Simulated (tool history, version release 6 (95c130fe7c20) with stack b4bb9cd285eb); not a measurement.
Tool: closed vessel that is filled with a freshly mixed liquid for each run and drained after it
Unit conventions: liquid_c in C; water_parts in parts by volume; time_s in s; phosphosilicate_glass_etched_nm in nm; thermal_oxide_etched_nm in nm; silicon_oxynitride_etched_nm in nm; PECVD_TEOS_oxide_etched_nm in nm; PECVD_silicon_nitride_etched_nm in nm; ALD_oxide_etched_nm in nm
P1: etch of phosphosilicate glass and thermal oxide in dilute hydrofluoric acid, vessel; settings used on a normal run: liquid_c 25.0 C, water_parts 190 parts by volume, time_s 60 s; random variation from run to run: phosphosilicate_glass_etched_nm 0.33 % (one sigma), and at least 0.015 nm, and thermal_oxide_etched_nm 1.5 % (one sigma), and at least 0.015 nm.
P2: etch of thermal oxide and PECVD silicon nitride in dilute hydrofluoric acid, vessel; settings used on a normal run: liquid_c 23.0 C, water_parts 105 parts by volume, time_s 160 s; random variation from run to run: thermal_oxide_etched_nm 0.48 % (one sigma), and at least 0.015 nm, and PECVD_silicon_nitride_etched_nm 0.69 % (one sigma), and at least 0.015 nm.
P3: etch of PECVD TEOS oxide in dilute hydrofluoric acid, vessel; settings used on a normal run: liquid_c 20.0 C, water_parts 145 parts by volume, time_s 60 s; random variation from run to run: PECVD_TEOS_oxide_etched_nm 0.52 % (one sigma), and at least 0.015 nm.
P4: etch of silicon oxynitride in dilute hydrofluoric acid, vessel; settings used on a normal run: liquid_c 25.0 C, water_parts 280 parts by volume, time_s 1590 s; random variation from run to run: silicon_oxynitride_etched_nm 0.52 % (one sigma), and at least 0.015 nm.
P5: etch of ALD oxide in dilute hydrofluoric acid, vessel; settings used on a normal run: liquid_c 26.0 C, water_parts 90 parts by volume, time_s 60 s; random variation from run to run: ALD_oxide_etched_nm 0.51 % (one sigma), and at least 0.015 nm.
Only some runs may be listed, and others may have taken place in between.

| run | hour | process | liquid_c | water_parts | time_s | hours since the thermometer was replaced | hours since the hydrofluoric acid flow meter was replaced | phosphosilicate_glass_etched_nm | thermal_oxide_etched_nm | silicon_oxynitride_etched_nm | PECVD_TEOS_oxide_etched_nm | PECVD_silicon_nitride_etched_nm | ALD_oxide_etched_nm |
|---|---|---|---|---|---|---|---|---|---|---|---|---|---|
| 1 | 10.2 | P1 | 25.0 | 190 | 60 | 930.3 | 1749.0 | 45.022 | 1.37830 |  |  |  |  |
| 2 | 20.0 | P4 | 25.0 | 280 | 1590 | 940.1 | 1758.8 |  |  | 7.5181 |  |  |  |
| 3 | 32.4 | P1 | 25.0 | 190 | 60 | 952.5 | 1771.2 | 45.102 | 1.43400 |  |  |  |  |
| 4 | 40.2 | P3 | 20.0 | 255 | 60 | 960.3 | 1779.0 |  |  |  | 2.9795 |  |  |
| 5 | 50.8 | P4 | 25.0 | 280 | 425 | 970.9 | 1789.6 |  |  | 1.9949 |  |  |  |
| 6 | 64.5 | P2 | 23.0 | 105 | 160 | 984.6 | 1803.3 |  | 6.81280 |  |  | 2.8053 |  |
| 7 | 75.0 | P1 | 25.0 | 190 | 60 | 995.1 | 1813.8 | 45.341 | 1.41590 |  |  |  |  |
| 8 | 83.3 | P5 | 26.0 | 90 | 60 | 1003.4 | 1822.1 |  |  |  |  |  | 21.052 |
| 9 | 95.9 | P4 | 17.0 | 280 | 1590 | 1016.0 | 1834.7 |  |  | 5.2575 |  |  |  |
| 10 | 107.3 | P1 | 25.0 | 50 | 30 | 1027.4 | 1846.1 | 101.480 | 3.13850 |  |  |  |  |
| 11 | 120.5 | P5 | 34.0 | 90 | 60 | 1040.6 | 1859.3 |  |  |  |  |  | 28.733 |
| 12 | 134.1 | P2 | 23.0 | 35 | 160 | 1054.2 | 1872.9 |  | 22.21900 |  |  | 8.2299 |  |
| 13 | 141.8 | P5 | 26.0 | 90 | 105 | 1061.9 | 1880.6 |  |  |  |  |  | 36.997 |
| 14 | 150.4 | P5 | 26.0 | 155 | 60 | 1070.5 | 1889.2 |  |  |  |  |  | 11.205 |
| 15 | 160.0 | P3 | 17.0 | 145 | 60 | 1080.1 | 1898.8 |  |  |  | 5.1720 |  |  |
| 16 | 170.6 | P1 | 25.0 | 190 | 60 | 1090.7 | 1909.4 | 45.123 | 1.39080 |  |  |  |  |
| 17 | 177.6 | P1 | 25.0 | 190 | 115 | 1097.7 | 1916.4 | 86.682 | 2.67650 |  |  |  |  |
| 18 | 186.9 | P2 | 27.0 | 105 | 160 | 1107.0 | 1925.7 |  | 7.94830 |  |  | 3.6778 |  |
| 19 | 199.4 | P3 | 20.0 | 145 | 100 | 1119.5 | 1938.2 |  |  |  | 9.7912 |  |  |
| 20 | 213.0 | P1 | 25.0 | 345 | 60 | 1133.1 | 1951.8 | 21.337 | 0.66133 |  |  |  |  |
| 21 | 219.6 | P2 | 23.0 | 105 | 270 | 1139.7 | 1958.4 |  | 11.39900 |  |  | 4.7691 |  |
| 22 | 229.4 | P1 | 25.0 | 55 | 60 | 1149.5 | 1968.2 | 184.730 | 5.76130 |  |  |  |  |
| 23 | 242.7 | P3 | 20.0 | 145 | 60 | 1162.8 | 1981.5 |  |  |  | 5.7786 |  |  |
| 24 | 250.1 | P1 | 25.0 | 190 | 30 | 1170.2 | 1988.9 | 22.625 | 0.70234 |  |  |  |  |
| 25 | 260.7 | P4 | 25.0 | 500 | 1590 | 1180.8 | 1999.5 |  |  | 3.6304 |  |  |  |
| 26 | 269.2 | P1 | 30.5 | 190 | 90 | 1189.3 | 2008.0 | 82.400 | 2.58690 |  |  |  |  |
| 27 | 276.3 | P1 | 19.5 | 190 | 60 | 1196.4 | 2015.1 | 36.595 | 1.14010 |  |  |  |  |
| 28 | 285.5 | P4 | 25.0 | 280 | 1590 | 1205.6 | 2024.3 |  |  | 7.4643 |  |  |  |
| 29 | 296.9 | P1 | 25.0 | 190 | 60 | 1217.0 | 2035.7 | 45.151 | 1.43010 |  |  |  |  |
| 30 | 307.5 | P1 | 29.5 | 190 | 60 | 1227.6 | 2046.3 | 53.045 | 1.67010 |  |  |  |  |
| 31 | 321.4 | P3 | 20.0 | 145 | 60 | 1241.5 | 2060.2 |  |  |  | 5.8077 |  |  |
| 32 | 333.2 | P5 | 26.0 | 90 | 60 | 1253.3 | 2072.0 |  |  |  |  |  | 20.947 |
| 33 | 340.5 | P1 | 25.0 | 190 | 60 | 1260.6 | 2079.3 | 45.301 | 1.43760 |  |  |  |  |
| 34 | 349.5 | P1 | 25.0 | 190 | 60 | 1269.6 | 2088.3 | 45.952 | 1.42700 |  |  |  |  |
| 35 | 362.5 | P1 | 25.0 | 190 | 60 | 1282.6 | 2101.3 | 46.734 | 1.40890 |  |  |  |  |
| 36 | 372.7 | P1 | 25.0 | 190 | 60 | 1292.8 | 2111.5 | 46.920 | 1.53130 |  |  |  |  |
| 37 | 383.0 | P1 | 25.0 | 190 | 60 | 1303.1 | 2121.8 | 47.322 | 1.47960 |  |  |  |  |
| 38 | 391.7 | P1 | 25.0 | 190 | 60 | 1311.8 | 2130.5 | 47.548 | 1.49740 |  |  |  |  |
| 39 | 403.3 | P1 | 25.0 | 190 | 60 | 1323.4 | 2142.1 | 47.693 | 1.44300 |  |  |  |  |
| 40 | 412.0 | P1 | 25.0 | 190 | 60 | 1332.1 | 2150.8 | 47.719 | 1.53290 |  |  |  |  |
| 41 | 421.2 | P1 | 25.0 | 190 | 60 | 1341.3 | 2160.0 | 47.805 | 1.50020 |  |  |  |  |
| 42 | 434.4 | P1 | 25.0 | 190 | 60 | 1354.5 | 2173.2 | 48.005 | 1.46820 |  |  |  |  |
| 43 | 448.2 | P1 | 25.0 | 190 | 60 | 1368.3 | 2187.0 | 47.880 | 1.45700 |  |  |  |  |
| 44 | 461.6 | P1 | 25.0 | 190 | 60 | 1381.7 | 2200.4 | 47.909 | 1.48420 |  |  |  |  |

P1 has crept away from where it was. The log is fitted equally well by each of these 2 causes, at the sizes shown:
A: hydrofluoric acid flow above the setpoint (%) = 5.19
B: liquid hotter than its thermometer reads (K) = 1.68
The onset of the drift is placed at about hour 340.5.

Which of the 4 check runs listed below separates the causes, so that each cause would produce a clearly different result? Each run uses one wafer, and its results are marked with question marks.
| check 1 | 475.0 | P2 | 23.0 | 65 | 255 |  |  |  | ? |  |  | ? |  |
| check 2 | 475.0 | P5 | 29.0 | 90 | 90 |  |  |  |  |  |  |  | ? |
| check 3 | 475.0 | P4 | 17.0 | 445 | 1590 |  |  |  |  | ? |  |  |  |
| check 4 | 475.0 | P3 | 17.0 | 220 | 60 |  |  |  |  |  | ? |  |  |

What each check would give under each cause:
| check | result | if A | if B |
|---|---|---|---|
| check 1 | thermal_oxide_etched_nm | 19.37100 | 19.63900 |
| check 1 | PECVD_silicon_nitride_etched_nm | 7.5976 | 8.0914 |
| check 2 | ALD_oxide_etched_nm | 37.395 | 37.650 |
| check 3 | silicon_oxynitride_etched_nm | 3.2419 | 3.2764 |
| check 4 | PECVD_TEOS_oxide_etched_nm | 3.3691 | 3.3871 |
Minimum pairwise separation of causes per check, each pair taken at its best-separating result: check 1 6.3 %; check 2 0.68 %; check 3 1.06 %; check 4 0.53 %
Check 1 is the one run that separates the causes; every other check would come out nearly the same whichever cause is at work.

After running check 1, the following was obtained: thermal_oxide_etched_nm 19.69700 nm; PECVD_silicon_nitride_etched_nm 8.0526 nm. Which cause does this point to?

Of the candidate causes, it is B: liquid hotter than its thermometer reads (K).
